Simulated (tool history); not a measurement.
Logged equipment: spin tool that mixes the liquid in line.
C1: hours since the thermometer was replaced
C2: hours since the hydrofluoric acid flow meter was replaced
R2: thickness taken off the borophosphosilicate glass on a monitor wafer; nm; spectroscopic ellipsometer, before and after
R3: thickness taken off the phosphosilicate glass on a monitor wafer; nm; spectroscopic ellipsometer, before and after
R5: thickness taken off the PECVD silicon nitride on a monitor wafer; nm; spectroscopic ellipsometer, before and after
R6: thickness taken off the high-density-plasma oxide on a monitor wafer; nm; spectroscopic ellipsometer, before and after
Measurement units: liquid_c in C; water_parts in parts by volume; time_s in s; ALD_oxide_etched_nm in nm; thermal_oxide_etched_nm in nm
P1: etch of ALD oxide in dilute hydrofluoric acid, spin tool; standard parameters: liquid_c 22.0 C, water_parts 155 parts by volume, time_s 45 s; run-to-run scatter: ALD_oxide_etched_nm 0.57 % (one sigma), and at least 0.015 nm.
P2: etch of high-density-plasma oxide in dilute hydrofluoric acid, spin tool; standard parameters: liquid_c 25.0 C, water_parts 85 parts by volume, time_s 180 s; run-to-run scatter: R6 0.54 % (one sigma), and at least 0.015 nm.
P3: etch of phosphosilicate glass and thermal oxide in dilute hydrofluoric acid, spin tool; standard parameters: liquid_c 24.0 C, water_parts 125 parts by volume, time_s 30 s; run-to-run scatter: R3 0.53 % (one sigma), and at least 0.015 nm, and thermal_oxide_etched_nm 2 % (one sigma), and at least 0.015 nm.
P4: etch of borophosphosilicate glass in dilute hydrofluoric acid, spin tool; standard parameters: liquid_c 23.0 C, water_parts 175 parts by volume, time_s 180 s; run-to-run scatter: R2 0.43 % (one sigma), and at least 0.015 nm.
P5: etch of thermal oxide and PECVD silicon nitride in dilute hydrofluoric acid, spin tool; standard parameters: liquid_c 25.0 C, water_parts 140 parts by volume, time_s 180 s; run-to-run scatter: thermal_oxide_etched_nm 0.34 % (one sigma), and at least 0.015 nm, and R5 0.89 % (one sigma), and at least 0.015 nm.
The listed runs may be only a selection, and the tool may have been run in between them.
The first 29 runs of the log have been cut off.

{"run": 30, "hour": 282.5, "process": "P4", "liquid_c": 23.0, "water_parts": 90, "time_s": 180, "C1": 996.2, "C2": 732.9, "R2": 92.444}
{"run": 31, "hour": 291.1, "process": "P5", "liquid_c": 25.0, "water_parts": 140, "time_s": 180, "C1": 1004.8, "C2": 741.5, "thermal_oxide_etched_nm": 6.354, "R5": 3.1866}
{"run": 32, "hour": 301.2, "process": "P1", "liquid_c": 22.0, "water_parts": 155, "time_s": 45, "C1": 1014.9, "C2": 751.6, "ALD_oxide_etched_nm": 8.4107}
{"run": 33, "hour": 311.5, "process": "P1", "liquid_c": 22.0, "water_parts": 155, "time_s": 45, "C1": 1025.2, "C2": 761.9, "ALD_oxide_etched_nm": 8.1215}
{"run": 34, "hour": 321.3, "process": "P1", "liquid_c": 22.0, "water_parts": 155, "time_s": 45, "C1": 1035.0, "C2": 771.7, "ALD_oxide_etched_nm": 7.9728}
{"run": 35, "hour": 331.4, "process": "P1", "liquid_c": 22.0, "water_parts": 155, "time_s": 45, "C1": 1045.1, "C2": 781.8, "ALD_oxide_etched_nm": 7.808}
{"run": 36, "hour": 339.4, "process": "P1", "liquid_c": 22.0, "water_parts": 155, "time_s": 45, "C1": 1053.1, "C2": 789.8, "ALD_oxide_etched_nm": 7.8171}
{"run": 37, "hour": 345.3, "process": "P1", "liquid_c": 22.0, "water_parts": 155, "time_s": 45, "C1": 1059.0, "C2": 795.7, "ALD_oxide_etched_nm": 7.7433}

What does the tool deliver on the next run?
{"run": 38, "hour": 357.0, "process": "P1", "liquid_c": 22.0, "water_parts": 155, "time_s": 45, "C1": 1070.7, "C2": 807.4, "ALD_oxide_etched_nm": "?"}

ALD_oxide_etched_nm: 7.6908 nm
